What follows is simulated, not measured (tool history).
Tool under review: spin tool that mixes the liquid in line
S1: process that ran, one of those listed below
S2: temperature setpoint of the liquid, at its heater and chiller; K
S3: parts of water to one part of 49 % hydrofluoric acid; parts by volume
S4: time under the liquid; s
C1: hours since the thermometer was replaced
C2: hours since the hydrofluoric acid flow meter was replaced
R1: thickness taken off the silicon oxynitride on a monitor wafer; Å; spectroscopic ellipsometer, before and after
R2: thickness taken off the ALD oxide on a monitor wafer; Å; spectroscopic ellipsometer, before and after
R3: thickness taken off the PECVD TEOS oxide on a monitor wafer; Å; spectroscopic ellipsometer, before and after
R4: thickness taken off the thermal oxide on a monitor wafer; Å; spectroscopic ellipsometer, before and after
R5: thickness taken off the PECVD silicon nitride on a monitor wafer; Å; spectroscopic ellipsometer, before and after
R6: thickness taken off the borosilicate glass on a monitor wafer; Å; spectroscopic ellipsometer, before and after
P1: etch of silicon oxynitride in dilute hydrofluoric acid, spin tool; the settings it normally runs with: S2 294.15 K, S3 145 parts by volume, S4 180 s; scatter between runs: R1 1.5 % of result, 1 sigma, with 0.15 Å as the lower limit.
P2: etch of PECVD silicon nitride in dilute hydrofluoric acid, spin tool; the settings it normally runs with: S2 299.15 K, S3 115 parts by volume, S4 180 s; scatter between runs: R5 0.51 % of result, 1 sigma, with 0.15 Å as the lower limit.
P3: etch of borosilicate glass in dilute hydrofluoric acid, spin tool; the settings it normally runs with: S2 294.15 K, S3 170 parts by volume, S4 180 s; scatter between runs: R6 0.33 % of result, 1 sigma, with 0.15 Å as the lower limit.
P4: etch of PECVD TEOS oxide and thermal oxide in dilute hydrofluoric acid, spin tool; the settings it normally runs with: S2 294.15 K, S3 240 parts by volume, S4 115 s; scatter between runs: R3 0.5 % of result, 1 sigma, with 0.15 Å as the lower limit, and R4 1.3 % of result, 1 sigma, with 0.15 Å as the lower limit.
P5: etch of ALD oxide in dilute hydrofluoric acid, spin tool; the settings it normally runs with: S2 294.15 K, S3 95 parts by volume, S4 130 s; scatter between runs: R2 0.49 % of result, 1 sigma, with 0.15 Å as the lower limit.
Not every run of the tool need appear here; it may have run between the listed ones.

Run 1, hour 4.7: S1 P1, S2 294.15 K, S3 145 parts by volume, S4 180 s; C1 1656; C2 201.7. Result: R1 15.19 Å.
Run 2, hour 13.2: S1 P1, S2 294.15 K, S3 145 parts by volume, S4 180 s; C1 1664.5; C2 210.2. Result: R1 14.991 Å.
Run 3, hour 20.8: S1 P1, S2 294.15 K, S3 145 parts by volume, S4 180 s; C1 1672.1; C2 217.8. Result: R1 14.842 Å.
Run 4, hour 30.3: S1 P5, S2 290.15 K, S3 95 parts by volume, S4 130 s; C1 1681.6; C2 227.3. Result: R2 103.79 Å.
Run 5, hour 40.4: S1 P1, S2 299.65 K, S3 145 parts by volume, S4 180 s; C1 1691.7; C2 237.4. Result: R1 19.363 Å.
At hour 45.2: hydrofluoric acid flow meter replaced.
Run 6, hour 50.4: S1 P1, S2 294.15 K, S3 145 parts by volume, S4 180 s; C1 1701.7; C2 5.2. Result: R1 14.958 Å.
Run 7, hour 59.7: S1 P5, S2 294.15 K, S3 95 parts by volume, S4 195 s; C1 1711; C2 14.5. Result: R2 184.75 Å.
Run 8, hour 67: S1 P4, S2 294.15 K, S3 240 parts by volume, S4 15 s; C1 1718.3; C2 21.8. Result: R3 13.493 Å, R4 2.2705 Å.
Run 9, hour 71.8: S1 P1, S2 294.15 K, S3 145 parts by volume, S4 180 s; C1 1723.1; C2 26.6. Result: R1 15.298 Å.
Run 10, hour 78: S1 P2, S2 299.15 K, S3 115 parts by volume, S4 180 s; C1 1729.3; C2 32.8. Result: R5 99.834 Å.
Run 11, hour 87.6: S1 P3, S2 290.15 K, S3 170 parts by volume, S4 180 s; C1 1738.9; C2 42.4. Result: R6 232.69 Å.
Run 12, hour 97.2: S1 P2, S2 299.15 K, S3 115 parts by volume, S4 60 s; C1 1748.5; C2 52. Result: R5 33.663 Å.
Run 13, hour 103.6: S1 P1, S2 294.15 K, S3 145 parts by volume, S4 180 s; C1 1754.9; C2 58.4. Result: R1 14.709 Å.
Run 14, hour 109.4: S1 P3, S2 294.15 K, S3 170 parts by volume, S4 75 s; C1 1760.7; C2 64.2. Result: R6 113.68 Å.
Run 15, hour 114.3: S1 P3, S2 294.15 K, S3 170 parts by volume, S4 180 s; C1 1765.6; C2 69.1. Result: R6 273.96 Å.
Run 16, hour 122: S1 P1, S2 294.15 K, S3 145 parts by volume, S4 180 s; C1 1773.3; C2 76.8. Result: R1 15.565 Å.
Run 17, hour 128.9: S1 P5, S2 294.15 K, S3 55 parts by volume, S4 130 s; C1 1780.2; C2 83.7. Result: R2 221.87 Å.
Run 18, hour 136.3: S1 P1, S2 294.15 K, S3 80 parts by volume, S4 335 s; C1 1787.6; C2 91.1. Result: R1 54.194 Å.
Run 19, hour 141.7: S1 P1, S2 294.15 K, S3 225 parts by volume, S4 180 s; C1 1793; C2 96.5. Result: R1 9.3759 Å.
Run 20, hour 149.9: S1 P4, S2 294.15 K, S3 240 parts by volume, S4 115 s; C1 1801.2; C2 104.7. Result: R3 103.4 Å, R4 16.881 Å.
Run 21, hour 158.3: S1 P4, S2 294.15 K, S3 85 parts by volume, S4 115 s; C1 1809.6; C2 113.1. Result: R3 345.42 Å, R4 56.381 Å.
Run 22, hour 168.8: S1 P1, S2 290.15 K, S3 145 parts by volume, S4 100 s; C1 1820.1; C2 123.6. Result: R1 7.1518 Å.
Run 23, hour 174.4: S1 P1, S2 294.15 K, S3 40 parts by volume, S4 180 s; C1 1825.7; C2 129.2. Result: R1 59.465 Å.

What will run 24 give?
Run 24, hour 182.8: S1 P1, S2 294.15 K, S3 145 parts by volume, S4 360 s; C1 1834.1; C2 137.6. Result: R1 ?.

R1: 30.383 Å
